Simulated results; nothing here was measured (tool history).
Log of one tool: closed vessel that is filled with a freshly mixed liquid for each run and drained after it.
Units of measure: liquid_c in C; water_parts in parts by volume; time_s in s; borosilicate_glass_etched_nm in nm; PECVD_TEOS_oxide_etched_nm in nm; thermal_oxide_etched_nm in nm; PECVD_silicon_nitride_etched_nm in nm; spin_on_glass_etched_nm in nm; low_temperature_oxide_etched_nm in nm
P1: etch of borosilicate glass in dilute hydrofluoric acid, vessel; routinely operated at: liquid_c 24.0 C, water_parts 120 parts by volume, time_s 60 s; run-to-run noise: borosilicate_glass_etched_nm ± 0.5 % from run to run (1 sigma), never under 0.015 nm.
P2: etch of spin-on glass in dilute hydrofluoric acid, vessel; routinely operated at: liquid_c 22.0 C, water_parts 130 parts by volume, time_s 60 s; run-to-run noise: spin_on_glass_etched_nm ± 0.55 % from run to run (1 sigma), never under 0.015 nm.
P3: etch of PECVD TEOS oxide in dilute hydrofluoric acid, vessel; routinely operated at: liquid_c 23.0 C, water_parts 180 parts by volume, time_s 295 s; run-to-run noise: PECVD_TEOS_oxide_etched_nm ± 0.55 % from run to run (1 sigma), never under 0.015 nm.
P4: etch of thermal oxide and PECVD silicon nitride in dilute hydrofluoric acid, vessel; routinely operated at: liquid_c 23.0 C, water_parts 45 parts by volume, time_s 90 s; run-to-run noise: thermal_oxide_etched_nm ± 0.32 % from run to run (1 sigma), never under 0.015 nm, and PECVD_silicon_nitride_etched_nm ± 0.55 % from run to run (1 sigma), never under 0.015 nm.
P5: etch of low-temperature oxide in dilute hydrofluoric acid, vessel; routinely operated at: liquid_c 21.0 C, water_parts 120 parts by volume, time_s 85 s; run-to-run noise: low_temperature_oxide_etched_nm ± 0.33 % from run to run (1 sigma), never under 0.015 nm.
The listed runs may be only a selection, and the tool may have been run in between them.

run	hour	process	liquid_c	water_parts	time_s	borosilicate_glass_etched_nm	PECVD_TEOS_oxide_etched_nm	thermal_oxide_etched_nm	PECVD_silicon_nitride_etched_nm	spin_on_glass_etched_nm	low_temperature_oxide_etched_nm
1	8.0	P1	24.0	120	60	14.1280					
2	18.5	P1	24.0	55	60	33.5670					
3	34.2	P1	24.0	120	115	27.1520					
4	41.9	P3	23.0	60	295		78.3200				
5	55.7	P1	19.0	175	60	7.5177					
6	68.8	P4	23.0	45	90			10.0570	7.0447		
7	83.7	P2	22.0	130	60					9.2159	
8	93.3	P3	23.0	180	295		22.6210				
9	101.5	P1	29.5	120	60	17.5510					
10	111.7	P3	23.0	180	295		22.6370				
11	122.0	P5	21.0	120	45						6.4888
12	137.8	P3	17.0	180	295		17.8900				
13	148.6	P1	17.0	190	60	6.2102					
14	161.6	P1	24.0	205	30	3.7323					
15	174.4	P2	22.0	180	60					6.3199	
16	189.1	P4	31.0	45	90			13.8470	11.8580		
17	196.7	P1	24.0	120	60	14.1800					
18	207.0	P4	23.0	45	90			10.0400	7.0679		
19	215.7	P2	22.0	130	60					9.2209	
20	223.4	P1	24.0	120	30	7.1243					
21	232.6	P1	24.0	120	60	14.2690					
22	243.3	P4	23.0	45	160			17.8600	12.4830		
23	256.0	P4	23.0	65	90			6.7318	4.9428		
24	271.0	P2	17.0	130	60					7.4661	
25	281.3	P1	24.0	205	60	7.4916					
26	290.5	P5	27.5	120	85						15.7400
27	299.6	P1	24.0	120	60	14.0910					
28	308.0	P1	17.5	120	60	10.8580					
29	315.3	P5	21.0	120	85						12.2190
30	331.3	P2	22.0	130	35					5.3880	
31	346.6	P1	24.0	120	60	14.2280					
32	362.8	P3	23.0	180	130		9.9323				
33	370.6	P5	21.0	195	85						6.9172
34	380.2	P1	24.0	120	60	14.0920					
35	387.5	P1	24.0	120	60	14.0030					
36	398.8	P1	24.0	120	60	13.8140					
37	410.9	P1	24.0	120	60	13.5970					
38	420.6	P1	24.0	120	60	13.5300					
39	434.9	P1	24.0	120	60	13.5120					
40	448.3	P1	24.0	120	60	13.4050					
41	460.8	P1	24.0	120	60	13.4200					
42	468.5	P1	24.0	120	60	13.5010					
43	484.2	P1	24.0	120	60	13.3050					

The log shows P1 creeping away from where it was. Any of the 2 causes listed here, at the size stated for it, fits the log just as well as the others:
A: hydrofluoric acid flow below the setpoint (%) = 4.93
B: liquid colder than its thermometer reads (K) = 1.48
Creep in the process output first set in at about hour 380.2.

Consider the 4 single-wafer check runs listed below, results given as question marks: which one distinguishes between the causes by giving clearly different results for each?
check 1	499.9	P5	21.0	120	85						?
check 2	499.9	P4	23.0	45	90			?	?		
check 3	499.9	P3	23.0	180	295		?				
check 4	499.9	P2	22.0	130	60					?	

If the cause were each of the candidates in turn, the checks would give the following:
check	result	if A	if B
check 1	low_temperature_oxide_etched_nm	11.5260	11.4970
check 2	thermal_oxide_etched_nm	9.5223	9.4419
check 2	PECVD_silicon_nitride_etched_nm	6.7073	6.3669
check 3	PECVD_TEOS_oxide_etched_nm	21.2900	21.3760
check 4	spin_on_glass_etched_nm	8.6786	8.6712
Distance between the nearest two causes, measured in the result of the check that separates them most: check 1 0.25 %; check 2 5.21 %; check 3 0.4 %; check 4 0.09 %
Of the check runs offered, only check 2 discriminates between the causes; the rest would read about the same regardless of which cause applies.

Check 2 was carried out, with these results: thermal_oxide_etched_nm 9.4404 nm; PECVD_silicon_nitride_etched_nm 6.3363 nm. Which of the listed causes is responsible?

It is B: liquid colder than its thermometer reads (K).
